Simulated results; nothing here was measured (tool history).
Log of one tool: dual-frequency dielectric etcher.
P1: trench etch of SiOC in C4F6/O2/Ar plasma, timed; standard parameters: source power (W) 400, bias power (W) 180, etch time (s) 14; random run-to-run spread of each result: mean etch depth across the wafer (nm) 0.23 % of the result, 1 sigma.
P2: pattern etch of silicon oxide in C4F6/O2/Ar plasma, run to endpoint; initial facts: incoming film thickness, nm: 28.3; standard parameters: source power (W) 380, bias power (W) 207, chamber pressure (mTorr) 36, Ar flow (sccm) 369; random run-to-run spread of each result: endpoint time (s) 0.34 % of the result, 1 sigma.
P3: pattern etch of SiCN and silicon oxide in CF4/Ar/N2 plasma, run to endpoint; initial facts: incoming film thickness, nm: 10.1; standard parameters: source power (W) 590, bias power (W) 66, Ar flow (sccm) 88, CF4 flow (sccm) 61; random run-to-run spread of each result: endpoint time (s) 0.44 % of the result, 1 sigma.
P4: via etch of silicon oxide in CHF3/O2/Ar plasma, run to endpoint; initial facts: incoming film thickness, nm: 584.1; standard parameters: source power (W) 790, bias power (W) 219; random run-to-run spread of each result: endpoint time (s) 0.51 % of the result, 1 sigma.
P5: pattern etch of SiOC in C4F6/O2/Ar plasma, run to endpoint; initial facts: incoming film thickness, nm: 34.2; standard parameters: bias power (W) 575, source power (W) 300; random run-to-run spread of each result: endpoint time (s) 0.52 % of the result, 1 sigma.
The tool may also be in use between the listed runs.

run	day	process that ran	source power (W)	bias power (W)	etch time (s)	Ar flow (sccm)	CF4 flow (sccm)	chamber pressure (mTorr)	mean etch depth across the wafer (nm)	endpoint time (s)
1	0.138	P1	400	180	14				29.248	
2	0.312	P3	400	66		88	61			13.434
3	0.479	P1	400	180	14				29.062	
4	0.583	P1	400	180	20.5				42.644	
5	0.767	P5	300	575						12.167
6	0.962	P1	400	180	9.5				19.64	
7	1.154	P5	200	575						13.915
8	1.375	P2	510	207		369		36		8.1878
9	1.579	P4	1110	219						213.86
10	1.729	P3	590	41		88	61			11.019
11	1.904	P2	380	207		369		36		9.1305
12	2.125	P3	590	66		123	61			10.041
13	2.292	P4	790	219						244.98
14	2.512	P3	590	66		88	76			9.2664
15	2.612	P1	300	225	14				27.988	
16	2.717	P1	400	180	14				29.104	
17	2.929	P1	400	180	14				29.09	
18	3.067	P2	380	136		369		36		10.408
19	3.283	P1	260	180	14				24.719	
20	3.429	P1	400	180	14				29.085	
21	3.625	P3	590	66		88	61			9.5561
22	3.842	P2	380	207		299		36		8.9034
# day 4.054: wet clean of the chamber
23	4.062	P1	400	180	14				29.224	
24	4.292	P4	790	219						242.1
25	4.5	P5	300	438						13.531
26	4.683	P3	590	66		88	61			9.6059
27	4.888	P2	380	207		369		46		9.363
28	5	P1	560	180	14				33.046	
29	5.117	P1	400	134	14				26.627	
30	5.233	P1	400	248	14				32.311	
31	5.346	P4	790	157						273.73
32	5.575	P1	400	180	14				29.108	
33	5.708	P1	400	180	14				28.927	
34	5.875	P1	400	180	14				28.855	
35	6.042	P1	400	180	14				28.811	
# day 6.167: wet clean of the chamber
36	6.229	P1	400	180	14				28.684	
37	6.383	P1	400	180	14				28.605	
38	6.529	P1	400	180	14				28.79	
39	6.708	P1	400	180	14				28.671	
40	6.838	P1	400	180	14				28.713	
41	7.012	P1	400	180	14				28.771	

Compared with where it was, what P1 gives has crept away. Each cause listed below fits the log as well as the rest, at the size given for it:
A: source power that arrives under what is set, % = 3.62
B: bias power that arrives under what is set, % = 4.45
The onset of the drift is placed at about day 5.575.
Each remaining cause and why it is not a fit:
chamber walls in a state that lowers the etch rate, %: serviced at day 6.167, after the drift had started, without restoring the earlier output

Of the 4 check runs below, each run on 3 wafers with the results averaged and each result still a question mark, which one would tell the listed causes apart?
check 1	7.188	P4	1010	170						?
check 2	7.188	P2	480	147		369		36		?
check 3	7.188	P5	300	475						?
check 4	7.188	P3	590	43		88	72			?

Outcome of each check run for each possible cause:
check	result	if A	if B
check 1	endpoint time (s)	245.07	245.11
check 2	endpoint time (s)	9.4086	9.3978
check 3	endpoint time (s)	13.194	13.241
check 4	endpoint time (s)	10.917	10.695
Smallest distance between any two causes, each pair judged by its most separating result, in per cent: check 1 0.02 %; check 2 0.12 %; check 3 0.35 %; check 4 2.05 %
Check 4 is the one run that separates the causes; every other check would come out nearly the same whichever cause is at work.

Here is what check 4 returned: endpoint time (s) 10.911. Which cause is it?

It was cause A: source power that arrives under what is set, %.
